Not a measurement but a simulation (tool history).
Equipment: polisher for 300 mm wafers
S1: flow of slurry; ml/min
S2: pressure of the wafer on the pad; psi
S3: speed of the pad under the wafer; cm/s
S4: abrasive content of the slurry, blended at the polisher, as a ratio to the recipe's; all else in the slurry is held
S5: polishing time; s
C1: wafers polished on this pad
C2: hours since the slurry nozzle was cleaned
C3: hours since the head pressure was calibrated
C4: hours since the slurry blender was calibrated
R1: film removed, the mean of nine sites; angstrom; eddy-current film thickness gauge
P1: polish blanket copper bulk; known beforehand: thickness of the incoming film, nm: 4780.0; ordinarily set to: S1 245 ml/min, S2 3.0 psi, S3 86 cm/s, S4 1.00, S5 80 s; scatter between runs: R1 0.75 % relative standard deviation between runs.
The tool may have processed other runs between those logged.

run 1 hour=13.2 | S1=245 S2=3.0 S3=86 S4=1.00 S5=80 | C1=533 C2=161.1 C3=161.3 C4=90.9 | R1=7368.0
run 2 hour=25.6 | S1=245 S2=3.0 S3=86 S4=0.60 S5=80 | C1=639 C2=173.5 C3=173.7 C4=103.3 | R1=6654.7
run 3 hour=40.6 | S1=245 S2=3.0 S3=86 S4=0.55 S5=115 | C1=767 C2=188.5 C3=188.7 C4=118.3 | R1=9329.7
run 4 hour=49.3 | S1=245 S2=3.0 S3=86 S4=1.00 S5=38 | C1=841 C2=197.2 C3=197.4 C4=127.0 | R1=3542.2
-- hour=56.0 slurry nozzle cleaned
run 5 hour=65.1 | S1=245 S2=3.0 S3=86 S4=1.00 S5=80 | C1=976 C2=9.1 C3=213.2 C4=142.8 | R1=7487.6
run 6 hour=77.9 | S1=245 S2=3.0 S3=86 S4=1.00 S5=80 | C1=1085 C2=21.9 C3=226.0 C4=155.6 | R1=7394.1
run 7 hour=92.3 | S1=245 S2=3.0 S3=86 S4=1.00 S5=124 | C1=1208 C2=36.3 C3=240.4 C4=170.0 | R1=11482.0
run 8 hour=104.8 | S1=245 S2=3.0 S3=86 S4=1.30 S5=80 | C1=1315 C2=48.8 C3=252.9 C4=182.5 | R1=7844.1
run 9 hour=122.4 | S1=245 S2=3.0 S3=86 S4=1.00 S5=80 | C1=1465 C2=66.4 C3=270.5 C4=200.1 | R1=7367.9
run 10 hour=137.9 | S1=245 S2=3.0 S3=86 S4=1.00 S5=80 | C1=1597 C2=81.9 C3=286.0 C4=215.6 | R1=7387.8
run 11 hour=148.9 | S1=340 S2=3.0 S3=86 S4=1.00 S5=80 | C1=1691 C2=92.9 C3=297.0 C4=226.6 | R1=7543.5
run 12 hour=159.6 | S1=245 S2=3.0 S3=86 S4=1.00 S5=80 | C1=1783 C2=103.6 C3=307.7 C4=237.3 | R1=7418.2
run 13 hour=175.5 | S1=145 S2=3.0 S3=86 S4=1.00 S5=80 | C1=1918 C2=119.5 C3=323.6 C4=253.2 | R1=6959.8
run 14 hour=186.3 | S1=245 S2=3.0 S3=124 S4=1.00 S5=80 | C1=2011 C2=130.3 C3=334.4 C4=264.0 | R1=10691.0
run 15 hour=197.9 | S1=245 S2=3.0 S3=40 S4=1.00 S5=80 | C1=2110 C2=141.9 C3=346.0 C4=275.6 | R1=3424.1
run 16 hour=210.0 | S1=245 S2=3.7 S3=86 S4=1.00 S5=80 | C1=2213 C2=154.0 C3=358.1 C4=287.7 | R1=9087.2
run 17 hour=220.7 | S1=245 S2=2.0 S3=86 S4=1.00 S5=80 | C1=2304 C2=164.7 C3=368.8 C4=298.4 | R1=4991.3
run 18 hour=233.8 | S1=245 S2=3.0 S3=86 S4=1.00 S5=80 | C1=2416 C2=177.8 C3=381.9 C4=311.5 | R1=7386.7
run 19 hour=242.2 | S1=245 S2=3.0 S3=86 S4=1.00 S5=80 | C1=2488 C2=186.2 C3=390.3 C4=319.9 | R1=7359.5
run 20 hour=255.7 | S1=245 S2=3.0 S3=86 S4=1.00 S5=80 | C1=2603 C2=199.7 C3=403.8 C4=333.4 | R1=7272.9
run 21 hour=263.8 | S1=245 S2=3.0 S3=86 S4=1.00 S5=80 | C1=2672 C2=207.8 C3=411.9 C4=341.5 | R1=7286.4

Predict the results of run 22:
run 22 hour=276.3 | S1=245 S2=3.0 S3=86 S4=1.00 S5=80 | C1=2779 C2=220.3 C3=424.4 C4=354.0 | R1=?

{"run 22": {"R1": 7137.7}}

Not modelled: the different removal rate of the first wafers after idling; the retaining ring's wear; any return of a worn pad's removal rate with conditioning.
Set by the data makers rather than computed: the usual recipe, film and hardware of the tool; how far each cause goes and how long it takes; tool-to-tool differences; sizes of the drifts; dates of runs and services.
